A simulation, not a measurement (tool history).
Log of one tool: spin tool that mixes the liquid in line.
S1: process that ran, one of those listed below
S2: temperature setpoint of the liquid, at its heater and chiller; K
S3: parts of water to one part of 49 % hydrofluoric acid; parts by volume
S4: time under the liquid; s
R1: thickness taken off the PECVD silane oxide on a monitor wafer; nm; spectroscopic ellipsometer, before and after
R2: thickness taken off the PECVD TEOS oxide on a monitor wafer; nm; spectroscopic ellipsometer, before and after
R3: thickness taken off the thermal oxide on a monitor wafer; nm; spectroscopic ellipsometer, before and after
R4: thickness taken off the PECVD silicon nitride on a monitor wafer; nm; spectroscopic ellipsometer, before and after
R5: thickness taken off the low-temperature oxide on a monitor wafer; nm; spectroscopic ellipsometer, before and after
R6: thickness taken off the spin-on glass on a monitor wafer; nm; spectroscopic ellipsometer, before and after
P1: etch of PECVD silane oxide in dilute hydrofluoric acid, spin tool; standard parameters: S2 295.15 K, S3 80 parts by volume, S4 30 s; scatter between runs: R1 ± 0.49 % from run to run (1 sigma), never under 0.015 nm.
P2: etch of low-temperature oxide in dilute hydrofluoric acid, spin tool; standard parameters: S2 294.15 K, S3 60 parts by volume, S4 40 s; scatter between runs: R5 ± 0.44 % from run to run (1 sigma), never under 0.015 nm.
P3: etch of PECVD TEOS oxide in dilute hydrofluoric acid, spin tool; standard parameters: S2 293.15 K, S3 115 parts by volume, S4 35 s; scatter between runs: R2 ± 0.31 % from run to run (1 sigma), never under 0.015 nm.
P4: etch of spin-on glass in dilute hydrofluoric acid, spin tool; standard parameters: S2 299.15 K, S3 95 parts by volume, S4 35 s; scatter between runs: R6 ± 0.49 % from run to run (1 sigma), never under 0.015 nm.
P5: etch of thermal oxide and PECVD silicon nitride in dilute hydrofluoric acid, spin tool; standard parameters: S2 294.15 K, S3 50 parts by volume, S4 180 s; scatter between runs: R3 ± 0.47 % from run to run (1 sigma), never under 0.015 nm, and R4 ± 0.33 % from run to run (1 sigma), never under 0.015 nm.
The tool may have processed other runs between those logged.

run	hour	S1	S2	S3	S4	R1	R2	R3	R4	R5	R6
1	10.4	P1	295.15	80	30	8.8901					
2	21.5	P3	293.15	185	35		4.2456				
3	28.0	P5	294.15	50	180			16.1380	8.0458		
4	34.3	P3	290.15	115	35		6.5230				
5	41.9	P3	293.15	115	65		13.6090				
6	49.5	P2	290.15	60	40					12.222	
7	58.8	P1	295.15	80	30	8.9099					
8	66.1	P1	300.65	80	30	11.1480					
9	72.2	P1	295.15	80	30	9.0051					
10	81.6	P4	293.65	95	35						9.5375
11	95.1	P4	299.15	175	35						5.8681
12	106.2	P1	295.15	80	30	8.9276					
13	114.7	P1	295.15	80	30	8.9217					
14	128.5	P4	299.15	95	35						12.0650
15	137.3	P1	295.15	80	55	16.4430					
16	144.4	P5	290.15	50	180			13.6330	6.1175		
17	152.7	P5	294.15	50	180			16.2790	8.0512		
18	159.6	P3	293.15	115	35		7.3341				
19	165.8	P2	294.15	60	75					26.945	
20	173.0	P5	294.15	85	180			9.2056	4.7747		
21	185.9	P1	295.15	80	15	4.4813					
22	194.3	P2	294.15	60	40					14.560	
23	206.3	P1	290.15	80	30	7.2396					
24	214.1	P1	295.15	20	30	38.6620					
25	225.8	P1	291.65	120	30	4.9412					
26	239.1	P4	299.15	95	15						5.1039
27	246.8	P5	294.15	50	25			2.2425	1.1352		
28	258.4	P1	295.15	135	30	4.9530					
29	268.7	P2	294.15	30	40					29.911	
30	282.4	P1	295.15	80	30	9.0314					
31	294.0	P1	290.15	25	30	24.7130					
32	303.0	P1	295.15	80	30	8.9709					
33	310.6	P1	295.15	80	30	9.0380					
34	321.5	P1	295.15	80	30	9.3032					
35	328.5	P1	295.15	80	30	9.2939					
36	338.5	P1	295.15	80	30	9.3858					
37	351.1	P1	295.15	80	30	9.4273					
38	357.9	P1	295.15	80	30	9.3984					
39	369.6	P1	295.15	80	30	9.5739					
40	380.2	P1	295.15	80	30	9.5636					
41	394.0	P1	295.15	80	30	9.6105					
42	400.4	P1	295.15	80	30	9.6806					
43	413.1	P1	295.15	80	30	9.5206					

P1 no longer gives what it gave before; its output has crept away from where it was. The following 2 causes, each at its listed size, fit the log equally well:
A: hydrofluoric acid flow above the setpoint (%) = 6.4
B: liquid hotter than its thermometer reads (K) = 1.68
At approximately hour 303.0, the process output began to creep.

Question marks stand in for the results of the 4 check runs listed below, each run on one wafer. Under which run would the listed causes show clearly different results?
check 1	425.8	P4	299.15	165	15						?
check 2	425.8	P3	293.15	160	50		?				
check 3	425.8	P5	294.15	80	115			?	?		
check 4	425.8	P2	294.15	30	75					?	

If the cause were each of the candidates in turn, the checks would give the following:
check	result	if A	if B
check 1	R6	2.9146	2.8797
check 2	R2	7.7177	7.6710
check 3	R3	6.6684	6.6758
check 3	R4	3.4527	3.6406
check 4	R5	59.868	60.307
How far apart the two closest causes lie, in the result that separates them most: check 1 1.2 %; check 2 0.61 %; check 3 5.3 %; check 4 0.73 %
Check 3 is the one run that separates the causes; every other check would come out nearly the same whichever cause is at work.

Here is what check 3 returned: R3 6.7037 nm; R4 3.6276 nm. Which cause is it?

The correct cause is B, namely: liquid hotter than its thermometer reads (K).

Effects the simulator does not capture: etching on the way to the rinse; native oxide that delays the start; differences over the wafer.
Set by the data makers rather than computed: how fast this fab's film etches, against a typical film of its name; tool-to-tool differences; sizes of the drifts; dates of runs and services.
